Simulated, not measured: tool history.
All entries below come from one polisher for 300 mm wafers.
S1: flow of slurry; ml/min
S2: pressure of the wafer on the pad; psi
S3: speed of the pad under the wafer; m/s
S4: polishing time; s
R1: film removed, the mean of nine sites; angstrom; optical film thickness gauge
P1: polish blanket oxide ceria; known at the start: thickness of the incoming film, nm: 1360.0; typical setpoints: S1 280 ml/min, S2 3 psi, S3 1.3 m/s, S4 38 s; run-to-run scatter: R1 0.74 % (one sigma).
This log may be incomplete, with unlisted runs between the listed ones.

run	day	S1	S2	S3	S4	R1
1	0.217	280	3	1.3	38	1989.2
2	0.379	280	4	1.3	38	2654.6
3	0.642	280	3	2.06	38	3137.8
4	0.858	280	3	0.76	58	1754.8
5	1.092	280	3	1.3	53	2791.7
6	1.308	170	3	1.3	38	1885.6
7	1.617	380	3	1.3	38	2034.8
8	1.862	280	3	1.3	19	1006.3
9	2.083	280	3	1.3	38	1978
10	2.333	280	4.1	1.3	48	3449.6
11	2.633	280	3	0.84	38	1301.1
12	2.825	280	1.7	1.3	38	1138.3
13	3.025	280	3	1.3	38	2013.1
14	3.175	280	3	1.3	38	1965.7
15	3.458	280	3	1.3	38	2004.7
16	3.662	280	3	1.3	38	1978.2
17	3.925	280	3	1.3	38	1942.9
18	4.217	280	3	1.3	38	1935.2
19	4.45	280	3	1.3	38	1915
20	4.588	280	3	1.3	38	1936.4
21	4.862	280	3	1.3	38	1916.5
# day 5.112: head pressure recalibrated
22	5.125	280	3	1.3	38	1933.1
23	5.375	280	3	1.3	38	1918.8
24	5.608	280	3	1.3	38	1899.8
25	5.858	280	3	1.3	38	1895.4

What P1 gives has crept away from where it was. These 2 causes fit the log equally well, each at the size given:
A: removal rate lost through wear of the pad, % = 4.17
B: slurry flow missing at the pad, % = 30.8
At approximately day 3.458, the process output began to creep.
Excluded causes, each with its reason:
head's pressure below its setpoint, %: serviced at day 5.112, which brought nothing back

Each of the check runs listed below is run on 5 wafers and reports their average, with the results left as question marks. Pick the one under which the possible causes would lead to clearly different results.
check 1	6.108	280	3.7	1.88	38	?
check 2	6.108	280	2.3	1.3	52	?
check 3	6.108	175	3	0.96	38	?
check 4	6.108	280	3	1.62	38	?

How each check would come out, cause by cause:
check	result	if A	if B
check 1	R1	3407.5	3407.7
check 2	R1	2004.3	2004.5
check 3	R1	1332.4	1301.6
check 4	R1	2380.7	2380.9
Per-check spread between the two closest causes, in the result where they differ most: check 1 0.01 %; check 2 0.01 %; check 3 2.34 %; check 4 0.01 %
The other checks would show nearly matching results whichever cause is true, so check 3 is the only one that separates the causes.

Check 3 has now been run. It gave: R1 1335.7 angstrom. Which of the candidate causes is it?

The correct cause is A, namely: removal rate lost through wear of the pad, %.
